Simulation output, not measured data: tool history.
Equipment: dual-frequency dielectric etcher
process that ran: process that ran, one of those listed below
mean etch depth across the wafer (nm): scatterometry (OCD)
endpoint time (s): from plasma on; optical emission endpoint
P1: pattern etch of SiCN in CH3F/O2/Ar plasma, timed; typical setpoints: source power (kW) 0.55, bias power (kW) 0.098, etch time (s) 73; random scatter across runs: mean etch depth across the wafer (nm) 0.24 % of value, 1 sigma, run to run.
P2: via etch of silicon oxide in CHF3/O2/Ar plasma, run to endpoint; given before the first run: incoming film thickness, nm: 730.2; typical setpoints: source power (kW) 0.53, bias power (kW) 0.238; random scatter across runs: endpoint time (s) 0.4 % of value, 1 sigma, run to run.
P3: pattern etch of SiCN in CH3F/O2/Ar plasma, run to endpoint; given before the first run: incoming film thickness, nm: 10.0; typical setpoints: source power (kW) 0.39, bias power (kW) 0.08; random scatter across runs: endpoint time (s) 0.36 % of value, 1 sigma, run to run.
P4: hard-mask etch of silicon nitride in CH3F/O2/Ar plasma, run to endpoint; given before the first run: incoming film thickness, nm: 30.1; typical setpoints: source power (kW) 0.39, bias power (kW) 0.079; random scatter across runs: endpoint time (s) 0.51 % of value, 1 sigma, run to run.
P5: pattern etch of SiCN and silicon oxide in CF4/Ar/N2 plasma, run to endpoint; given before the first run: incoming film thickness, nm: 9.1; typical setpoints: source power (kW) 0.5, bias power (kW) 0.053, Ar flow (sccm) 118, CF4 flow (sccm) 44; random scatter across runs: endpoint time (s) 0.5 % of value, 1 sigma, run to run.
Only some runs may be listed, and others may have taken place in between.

| run | hour | process that ran | source power (kW) | bias power (kW) | etch time (s) | Ar flow (sccm) | CF4 flow (sccm) | mean etch depth across the wafer (nm) | endpoint time (s) |
|---|---|---|---|---|---|---|---|---|---|
| 1 | 6.8 | P1 | 0.55 | 0.098 | 73 |  |  | 34.327 |  |
| 2 | 15.4 | P4 | 0.39 | 0.109 |  |  |  |  | 37.691 |
| 3 | 23.5 | P1 | 0.77 | 0.098 | 73 |  |  | 38.887 |  |
| 4 | 31 | P4 | 0.55 | 0.079 |  |  |  |  | 37.144 |
| 5 | 39.7 | P3 | 0.39 | 0.08 |  |  |  |  | 25.861 |
| 6 | 55 | P1 | 0.55 | 0.125 | 73 |  |  | 37.646 |  |
| 7 | 69.7 | P2 | 0.53 | 0.238 |  |  |  |  | 336.03 |
| 8 | 80.3 | P3 | 0.55 | 0.08 |  |  |  |  | 22.779 |
| 9 | 92.1 | P1 | 0.55 | 0.098 | 73 |  |  | 34.238 |  |
| 10 | 100.3 | P5 | 0.5 | 0.053 |  | 142 | 44 |  | 12.257 |
| 11 | 113.5 | P1 | 0.45 | 0.073 | 73 |  |  | 28.631 |  |
| 12 | 126.7 | P5 | 0.5 | 0.053 |  | 118 | 44 |  | 11.783 |
| 13 | 138.6 | P1 | 0.41 | 0.098 | 73 |  |  | 30.657 |  |
| 14 | 152.3 | P1 | 0.55 | 0.098 | 73 |  |  | 34.314 |  |
| 15 | 165.2 | P1 | 0.55 | 0.098 | 93.5 |  |  | 43.925 |  |
|  | 178.1 | bias power generator calibrated |
| 16 | 178.9 | P1 | 0.55 | 0.098 | 73 |  |  | 34.199 |  |
| 17 | 190.2 | P3 | 0.39 | 0.108 |  |  |  |  | 23.2 |
| 18 | 198.4 | P1 | 0.67 | 0.098 | 88 |  |  | 44.406 |  |
| 19 | 211.4 | P5 | 0.5 | 0.053 |  | 118 | 44 |  | 11.847 |
| 20 | 224.3 | P1 | 0.55 | 0.098 | 73 |  |  | 34.237 |  |
| 21 | 233.8 | P5 | 0.5 | 0.053 |  | 118 | 28 |  | 12.894 |
| 22 | 249.4 | P1 | 0.55 | 0.098 | 73 |  |  | 34.328 |  |
| 23 | 257.9 | P5 | 0.69 | 0.053 |  | 118 | 44 |  | 8.9971 |
|  | 268.5 | source power generator calibrated |
| 24 | 270.9 | P2 | 0.53 | 0.306 |  |  |  |  | 307.28 |
| 25 | 282.6 | P1 | 0.55 | 0.077 | 73 |  |  | 31.493 |  |
| 26 | 293.5 | P4 | 0.39 | 0.079 |  |  |  |  | 42.321 |
| 27 | 303.6 | P2 | 0.32 | 0.238 |  |  |  |  | 404.93 |
| 28 | 318.4 | P1 | 0.55 | 0.098 | 55.5 |  |  | 26.117 |  |
| 29 | 331.2 | P5 | 0.5 | 0.066 |  | 118 | 44 |  | 10.947 |
| 30 | 342.4 | P1 | 0.55 | 0.098 | 73 |  |  | 34.375 |  |
| 31 | 349.2 | P1 | 0.55 | 0.098 | 73 |  |  | 34.569 |  |
| 32 | 359 | P1 | 0.55 | 0.098 | 73 |  |  | 34.605 |  |
| 33 | 371 | P1 | 0.55 | 0.098 | 73 |  |  | 34.813 |  |
| 34 | 382.1 | P1 | 0.55 | 0.098 | 73 |  |  | 34.826 |  |
|  | 386.7 | wet clean of the chamber |
| 35 | 395.3 | P1 | 0.55 | 0.098 | 73 |  |  | 34.747 |  |
| 36 | 404.1 | P1 | 0.55 | 0.098 | 73 |  |  | 34.944 |  |
| 37 | 415.2 | P1 | 0.55 | 0.098 | 73 |  |  | 35.015 |  |

Something has made what P1 gives creep away from where it was; the 2 causes below, each at its own stated size, fit the log equally well:
A: source power that arrives over what is set, % = 4.73
B: bias power that arrives over what is set, % = 4.75
The creep began at about hour 342.4.
Each remaining cause and why it is not a fit:
chamber walls in a state that raises the etch rate, %: was serviced at hour 386.7, once the creep was under way, yet the earlier output never came back

The list below offers 4 check runs, each averaging the results of 3 wafers, and shows each result as a question mark. For which of them would the listed causes give clearly different results?
| check 1 | 426.3 | P2 | 0.34 | 0.28 |  |  |  |  | ? |
| check 2 | 426.3 | P4 | 0.51 | 0.104 |  |  |  |  | ? |
| check 3 | 426.3 | P3 | 0.47 | 0.103 |  |  |  |  | ? |
| check 4 | 426.3 | P5 | 0.5 | 0.053 |  | 141 | 44 |  | ? |

Expected result of each check under each candidate cause:
| check | result | if A | if B |
|---|---|---|---|
| check 1 | endpoint time (s) | 366.98 | 366.83 |
| check 2 | endpoint time (s) | 34.152 | 34.162 |
| check 3 | endpoint time (s) | 21.71 | 21.701 |
| check 4 | endpoint time (s) | 11.76 | 12.041 |
Smallest distance between any two causes, each pair judged by its most separating result, in per cent: check 1 0.04 %; check 2 0.03 %; check 3 0.04 %; check 4 2.36 %
Check 4 tells the causes apart: in the others they would give nearly the same result.

Check 4 was carried out, with these results: endpoint time (s) 11.766. Which of the listed causes is responsible?

The cause is A: source power that arrives over what is set, %.
